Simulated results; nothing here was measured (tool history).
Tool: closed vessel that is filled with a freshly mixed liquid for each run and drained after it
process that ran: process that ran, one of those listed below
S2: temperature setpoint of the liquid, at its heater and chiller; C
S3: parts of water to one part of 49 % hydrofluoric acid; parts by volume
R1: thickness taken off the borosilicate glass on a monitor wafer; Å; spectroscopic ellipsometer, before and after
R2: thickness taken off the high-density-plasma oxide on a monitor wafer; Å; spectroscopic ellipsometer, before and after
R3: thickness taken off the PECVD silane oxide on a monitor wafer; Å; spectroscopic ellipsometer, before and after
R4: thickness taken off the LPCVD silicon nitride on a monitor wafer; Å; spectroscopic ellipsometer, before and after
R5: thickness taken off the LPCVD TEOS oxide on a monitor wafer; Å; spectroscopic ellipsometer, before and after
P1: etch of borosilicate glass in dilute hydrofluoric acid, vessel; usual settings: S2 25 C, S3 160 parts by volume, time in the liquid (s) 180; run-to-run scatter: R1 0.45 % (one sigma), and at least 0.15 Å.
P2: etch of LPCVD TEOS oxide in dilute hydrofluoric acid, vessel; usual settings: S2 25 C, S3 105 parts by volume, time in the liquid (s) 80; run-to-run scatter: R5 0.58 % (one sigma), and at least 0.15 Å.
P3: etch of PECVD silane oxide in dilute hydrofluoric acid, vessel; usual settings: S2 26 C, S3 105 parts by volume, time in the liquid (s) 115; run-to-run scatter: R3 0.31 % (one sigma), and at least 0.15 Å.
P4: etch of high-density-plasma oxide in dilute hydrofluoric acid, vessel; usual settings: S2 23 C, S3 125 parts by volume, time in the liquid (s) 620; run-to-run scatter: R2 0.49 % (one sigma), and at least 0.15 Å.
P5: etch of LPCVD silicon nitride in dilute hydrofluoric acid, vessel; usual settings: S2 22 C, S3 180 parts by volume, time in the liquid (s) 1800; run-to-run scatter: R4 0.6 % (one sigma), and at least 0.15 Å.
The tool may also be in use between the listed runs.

Run 1, hour 8.4: process that ran P1, S2 25 C, S3 160 parts by volume, time in the liquid (s) 180. Result: R1 407.69 Å.
Run 2, hour 14.9: process that ran P4, S2 17.5 C, S3 125 parts by volume, time in the liquid (s) 620. Result: R2 421.15 Å.
Run 3, hour 20.9: process that ran P3, S2 33 C, S3 105 parts by volume, time in the liquid (s) 115. Result: R3 247.99 Å.
Run 4, hour 28.6: process that ran P1, S2 25 C, S3 160 parts by volume, time in the liquid (s) 180. Result: R1 403.48 Å.
Run 5, hour 35: process that ran P1, S2 25 C, S3 160 parts by volume, time in the liquid (s) 180. Result: R1 406.32 Å.
Run 6, hour 41.8: process that ran P4, S2 23 C, S3 125 parts by volume, time in the liquid (s) 620. Result: R2 526.04 Å.
Run 7, hour 46.5: process that ran P3, S2 26 C, S3 105 parts by volume, time in the liquid (s) 200. Result: R3 331.61 Å.
Run 8, hour 54.3: process that ran P5, S2 22 C, S3 180 parts by volume, time in the liquid (s) 1800. Result: R4 45.561 Å.
Run 9, hour 62.8: process that ran P3, S2 26 C, S3 105 parts by volume, time in the liquid (s) 115. Result: R3 190.42 Å.
Run 10, hour 70.7: process that ran P1, S2 25 C, S3 285 parts by volume, time in the liquid (s) 180. Result: R1 202.26 Å.
Run 11, hour 77.4: process that ran P1, S2 17.5 C, S3 160 parts by volume, time in the liquid (s) 180. Result: R1 303.59 Å.
Run 12, hour 85.4: process that ran P5, S2 22 C, S3 180 parts by volume, time in the liquid (s) 2785. Result: R4 69.594 Å.
Run 13, hour 91.1: process that ran P4, S2 23 C, S3 125 parts by volume, time in the liquid (s) 620. Result: R2 525.38 Å.
Run 14, hour 98.9: process that ran P1, S2 19.5 C, S3 160 parts by volume, time in the liquid (s) 255. Result: R1 470.49 Å.
Run 15, hour 105: process that ran P1, S2 25 C, S3 160 parts by volume, time in the liquid (s) 310. Result: R1 697.05 Å.
Run 16, hour 113.5: process that ran P1, S2 25 C, S3 160 parts by volume, time in the liquid (s) 180. Result: R1 402.95 Å.
Run 17, hour 121.9: process that ran P1, S2 32.5 C, S3 160 parts by volume, time in the liquid (s) 180. Result: R1 531.94 Å.
Run 18, hour 126.1: process that ran P1, S2 25 C, S3 160 parts by volume, time in the liquid (s) 180. Result: R1 402.23 Å.
Run 19, hour 131.8: process that ran P2, S2 20.5 C, S3 105 parts by volume, time in the liquid (s) 80. Result: R5 107.1 Å.
Run 20, hour 139.1: process that ran P5, S2 29.5 C, S3 180 parts by volume, time in the liquid (s) 1800. Result: R4 73.337 Å.
Run 21, hour 144.5: process that ran P2, S2 25 C, S3 30 parts by volume, time in the liquid (s) 80. Result: R5 491.5 Å.
Run 22, hour 153.1: process that ran P1, S2 25 C, S3 160 parts by volume, time in the liquid (s) 180. Result: R1 409.19 Å.
Run 23, hour 162.3: process that ran P1, S2 25 C, S3 160 parts by volume, time in the liquid (s) 80. Result: R1 181.39 Å.
Run 24, hour 169: process that ran P3, S2 26 C, S3 60 parts by volume, time in the liquid (s) 115. Result: R3 353.79 Å.
Run 25, hour 174.4: process that ran P5, S2 22 C, S3 180 parts by volume, time in the liquid (s) 1800. Result: R4 45.568 Å.
Run 26, hour 179.5: process that ran P1, S2 25 C, S3 85 parts by volume, time in the liquid (s) 180. Result: R1 835.33 Å.
Run 27, hour 185.9: process that ran P4, S2 23 C, S3 45 parts by volume, time in the liquid (s) 620. Result: R2 1609.7 Å.
Run 28, hour 194.3: process that ran P4, S2 23 C, S3 125 parts by volume, time in the liquid (s) 335. Result: R2 285.26 Å.
Run 29, hour 202: process that ran P1, S2 25 C, S3 160 parts by volume, time in the liquid (s) 180. Result: R1 405.37 Å.
Run 30, hour 206.3: process that ran P3, S2 26 C, S3 105 parts by volume, time in the liquid (s) 115. Result: R3 189.02 Å.
Run 31, hour 213.3: process that ran P2, S2 25 C, S3 105 parts by volume, time in the liquid (s) 120. Result: R5 191.39 Å.
Run 32, hour 217.5: process that ran P5, S2 22 C, S3 45 parts by volume, time in the liquid (s) 1800. Result: R4 176.77 Å.
Run 33, hour 222.3: process that ran P1, S2 31.5 C, S3 160 parts by volume, time in the liquid (s) 325. Result: R1 933.3 Å.
Run 34, hour 231.2: process that ran P2, S2 25 C, S3 105 parts by volume, time in the liquid (s) 80. Result: R5 127.08 Å.
Run 35, hour 239.9: process that ran P1, S2 25 C, S3 160 parts by volume, time in the liquid (s) 180. Result: R1 407.19 Å.
Run 36, hour 244.5: process that ran P1, S2 25 C, S3 160 parts by volume, time in the liquid (s) 180. Result: R1 414.81 Å.
Run 37, hour 251.1: process that ran P1, S2 25 C, S3 160 parts by volume, time in the liquid (s) 180. Result: R1 426.51 Å.
Run 38, hour 258.8: process that ran P1, S2 25 C, S3 160 parts by volume, time in the liquid (s) 180. Result: R1 431.92 Å.
Run 39, hour 264.9: process that ran P1, S2 25 C, S3 160 parts by volume, time in the liquid (s) 180. Result: R1 436.77 Å.
Run 40, hour 274.1: process that ran P1, S2 25 C, S3 160 parts by volume, time in the liquid (s) 180. Result: R1 438.12 Å.
Run 41, hour 283.1: process that ran P1, S2 25 C, S3 160 parts by volume, time in the liquid (s) 180. Result: R1 443.1 Å.
Run 42, hour 288.8: process that ran P1, S2 25 C, S3 160 parts by volume, time in the liquid (s) 180. Result: R1 437.94 Å.
Run 43, hour 293.6: process that ran P1, S2 25 C, S3 160 parts by volume, time in the liquid (s) 180. Result: R1 438.61 Å.

Compared with where it was, what P1 gives has crept away. Each cause listed below fits the log as well as the rest, at the size given for it:
A: hydrofluoric acid flow above the setpoint (%) = 6.62
B: liquid hotter than its thermometer reads (K) = 2.04
The gradual shift began around hour 239.9.

Each of the 4 check runs below uses one wafer; its results are left as question marks. Which run tells the causes apart?
Run check 1, hour 298.4: process that ran P4, S2 23 C, S3 125 parts by volume, time in the liquid (s) 620. Result: R2 ?.
Run check 2, hour 298.4: process that ran P2, S2 25 C, S3 105 parts by volume, time in the liquid (s) 80. Result: R5 ?.
Run check 3, hour 298.4: process that ran P3, S2 26 C, S3 105 parts by volume, time in the liquid (s) 115. Result: R3 ?.
Run check 4, hour 298.4: process that ran P5, S2 22 C, S3 180 parts by volume, time in the liquid (s) 1800. Result: R4 ?.

Predicted outcomes, by check and by cause:
  check  result    if A    if B
check 1      R2  564.92  568.46
check 2      R5  137.06  137.99
check 3      R3  203.88  205.07
check 4      R4   48.43  51.852
Distance between the nearest two causes, measured in the result of the check that separates them most: check 1 0.62 %; check 2 0.68 %; check 3 0.58 %; check 4 6.83 %
Check 4 distinguishes between the causes, while the remaining checks would return nearly the same result for all of them.

Check 4 has now been run. It gave: R4 48.779 Å. Which of the candidate causes is it?

Of the candidate causes, it is A: hydrofluoric acid flow above the setpoint (%).

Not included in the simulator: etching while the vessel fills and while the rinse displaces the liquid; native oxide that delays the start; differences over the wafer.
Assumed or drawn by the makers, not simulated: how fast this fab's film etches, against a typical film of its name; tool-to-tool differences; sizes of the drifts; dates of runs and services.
